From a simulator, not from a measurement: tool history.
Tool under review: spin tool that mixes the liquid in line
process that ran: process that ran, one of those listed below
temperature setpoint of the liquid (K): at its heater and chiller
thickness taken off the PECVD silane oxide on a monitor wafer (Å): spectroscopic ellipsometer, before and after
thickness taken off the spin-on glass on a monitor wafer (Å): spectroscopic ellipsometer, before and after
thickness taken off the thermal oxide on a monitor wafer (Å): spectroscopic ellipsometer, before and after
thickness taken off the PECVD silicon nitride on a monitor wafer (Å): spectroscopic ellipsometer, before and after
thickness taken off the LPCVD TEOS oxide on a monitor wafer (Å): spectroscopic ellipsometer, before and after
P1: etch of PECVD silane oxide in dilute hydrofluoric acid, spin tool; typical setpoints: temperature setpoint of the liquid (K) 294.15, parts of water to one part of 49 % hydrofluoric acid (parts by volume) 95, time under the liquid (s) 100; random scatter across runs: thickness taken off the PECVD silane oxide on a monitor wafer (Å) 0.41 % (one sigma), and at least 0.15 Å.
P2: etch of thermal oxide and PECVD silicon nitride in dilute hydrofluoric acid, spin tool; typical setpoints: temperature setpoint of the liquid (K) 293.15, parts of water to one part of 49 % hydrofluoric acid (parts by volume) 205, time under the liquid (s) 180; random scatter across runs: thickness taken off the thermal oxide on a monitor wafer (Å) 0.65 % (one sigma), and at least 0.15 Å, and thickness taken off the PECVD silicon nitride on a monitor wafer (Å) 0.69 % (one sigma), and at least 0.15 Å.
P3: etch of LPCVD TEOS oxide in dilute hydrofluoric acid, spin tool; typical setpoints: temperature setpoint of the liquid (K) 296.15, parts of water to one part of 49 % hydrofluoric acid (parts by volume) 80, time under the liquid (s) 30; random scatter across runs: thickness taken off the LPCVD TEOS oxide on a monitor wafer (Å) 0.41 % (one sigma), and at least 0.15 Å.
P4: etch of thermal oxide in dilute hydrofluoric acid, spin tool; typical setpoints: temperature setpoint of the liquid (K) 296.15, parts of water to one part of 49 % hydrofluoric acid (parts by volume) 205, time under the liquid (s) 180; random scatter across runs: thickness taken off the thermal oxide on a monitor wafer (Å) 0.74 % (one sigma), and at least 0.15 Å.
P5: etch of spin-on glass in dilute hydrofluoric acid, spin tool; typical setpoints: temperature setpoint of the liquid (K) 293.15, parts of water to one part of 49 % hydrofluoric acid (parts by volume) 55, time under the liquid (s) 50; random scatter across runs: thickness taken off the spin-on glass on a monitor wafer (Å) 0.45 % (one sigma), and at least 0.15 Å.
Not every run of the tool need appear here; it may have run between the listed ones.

run   hour  process that ran  temperature setpoint of the liquid (K)  parts of water to one part of 49 % hydrofluoric acid (parts by volume)  time under the liquid (s)  thickness taken off the PECVD silane oxide on a monitor wafer (Å)  thickness taken off the spin-on glass on a monitor wafer (Å)  thickness taken off the thermal oxide on a monitor wafer (Å)  thickness taken off the PECVD silicon nitride on a monitor wafer (Å)  thickness taken off the LPCVD TEOS oxide on a monitor wafer (Å)
  1   10.0                P1                                  294.15                                                                      95                        100                                                            334.430
  2   19.4                P5                                  293.15                                                                     105                         50                                                                                                                           144.45
  3   36.3                P1                                  294.15                                                                      95                        150                                                            502.080
  4   44.5                P5                                  293.15                                                                      55                         80                                                                                                                           468.70
  5   58.6                P1                                  294.15                                                                      95                        100                                                            332.530
  6   75.8                P1                                  290.15                                                                      60                        100                                                            464.000
  7   84.0                P1                                  294.15                                                                      95                         25                                                             83.859
  8   95.3                P2                                  290.15                                                                     205                        180                                                                                                                                                                                         27.331                                                                31.442
  9  113.8                P2                                  293.15                                                                     205                        285                                                                                                                                                                                         48.773                                                                62.234
 10  131.1                P1                                  294.15                                                                     175                        100                                                            166.310
 11  142.9                P4                                  296.15                                                                      95                        180                                                                                                                                                                                         88.547
 12  151.6                P3                                  290.15                                                                      80                         30                                                                                                                                                                                                                                                                                                                                47.608
 13  164.6                P1                                  299.15                                                                      95                        100                                                            407.800
 14  174.2                P2                                  293.15                                                                     205                        180                                                                                                                                                                                         30.760                                                                38.833
 15  191.1                P5                                  293.15                                                                      55                         50                                                                                                                           289.79
 16  202.7                P4                                  296.15                                                                     205                        180                                                                                                                                                                                         36.233
     208.8  -- hydrofluoric acid flow meter replaced
 17  219.4                P5                                  299.15                                                                      55                         50                                                                                                                           373.06
 18  230.1                P1                                  294.15                                                                      95                        100                                                            334.580
 19  243.3                P3                                  296.15                                                                     130                         30                                                                                                                                                                                                                                                                                                                                35.686
 20  256.2                P4                                  296.15                                                                     205                        365                                                                                                                                                                                         73.529

Forecast run 21:
 21  267.6                P1                                  294.15                                                                      40                        100                                                                  ?

thickness taken off the PECVD silane oxide on a monitor wafer (Å): 852.030
